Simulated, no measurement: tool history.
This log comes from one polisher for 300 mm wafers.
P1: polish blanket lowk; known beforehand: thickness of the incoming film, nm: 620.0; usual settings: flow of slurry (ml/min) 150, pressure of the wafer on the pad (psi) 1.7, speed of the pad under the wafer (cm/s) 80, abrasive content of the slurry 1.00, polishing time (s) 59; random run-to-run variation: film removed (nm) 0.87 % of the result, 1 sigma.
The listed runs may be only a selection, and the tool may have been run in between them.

run,hour,flow of slurry (ml/min),pressure of the wafer on the pad (psi),speed of the pad under the wafer (cm/s),abrasive content of the slurry,polishing time (s),wafers polished on this pad,hours since the slurry nozzle was cleaned,hours since the head pressure was calibrated,hours since the slurry blender was calibrated,hours since the conditioning disc was replaced,film removed (nm)
1,9.1,150,1.7,80,1.00,59,620,207.5,283.3,99.1,43.0,18.1450
2,24.7,150,1.7,50,1.00,59,780,223.1,298.9,114.7,58.6,12.4920
3,42.1,150,1.7,124,1.00,59,958,240.5,316.3,132.1,76.0,25.9370
4,52.5,150,1.7,80,1.00,59,1065,250.9,326.7,142.5,86.4,18.5260
5,64.9,150,2.4,80,1.00,59,1192,263.3,339.1,154.9,98.8,25.2450
6,81.8,150,1.7,60,1.00,80,1366,280.2,356.0,171.8,115.7,19.6750
7,91.4,150,1.7,80,1.00,77,1464,289.8,365.6,181.4,125.3,23.7520
8,103.3,210,1.7,80,1.00,59,1586,301.7,377.5,193.3,137.2,19.3000
9,113.5,150,1.7,80,1.00,59,1691,311.9,387.7,203.5,147.4,18.5170
10,125.8,150,1.7,80,0.50,59,1817,324.2,400.0,215.8,159.7,12.5240
11,134.8,150,2.5,80,1.00,73,1910,333.2,409.0,224.8,168.7,33.6420
12,145.8,90,1.7,80,1.00,59,2022,344.2,420.0,235.8,179.7,16.1250
13,156.7,150,1.7,80,1.00,59,2134,355.1,430.9,246.7,190.6,18.3150
14,170.5,150,1.7,80,1.00,59,2276,368.9,444.7,260.5,204.4,18.2810
15,186.0,150,1.7,80,0.65,31,2435,384.4,460.2,276.0,219.9,7.7346
16,203.3,150,1.7,80,1.25,59,2612,401.7,477.5,293.3,237.2,20.4090
17,218.8,150,1.1,80,1.00,59,2771,417.2,493.0,308.8,252.7,11.8130
18,234.4,150,1.7,80,1.00,29,2932,432.8,508.6,324.4,268.3,8.9811
19,244.9,150,1.7,80,1.00,59,3039,443.3,519.1,334.9,278.8,18.2410

Estimate the outcome of run 20 from the log above:
20,253.1,150,1.7,80,1.00,59,3123,451.5,527.3,343.1,287.0,?

{"run 20": {"film removed (nm)": 17.628}}
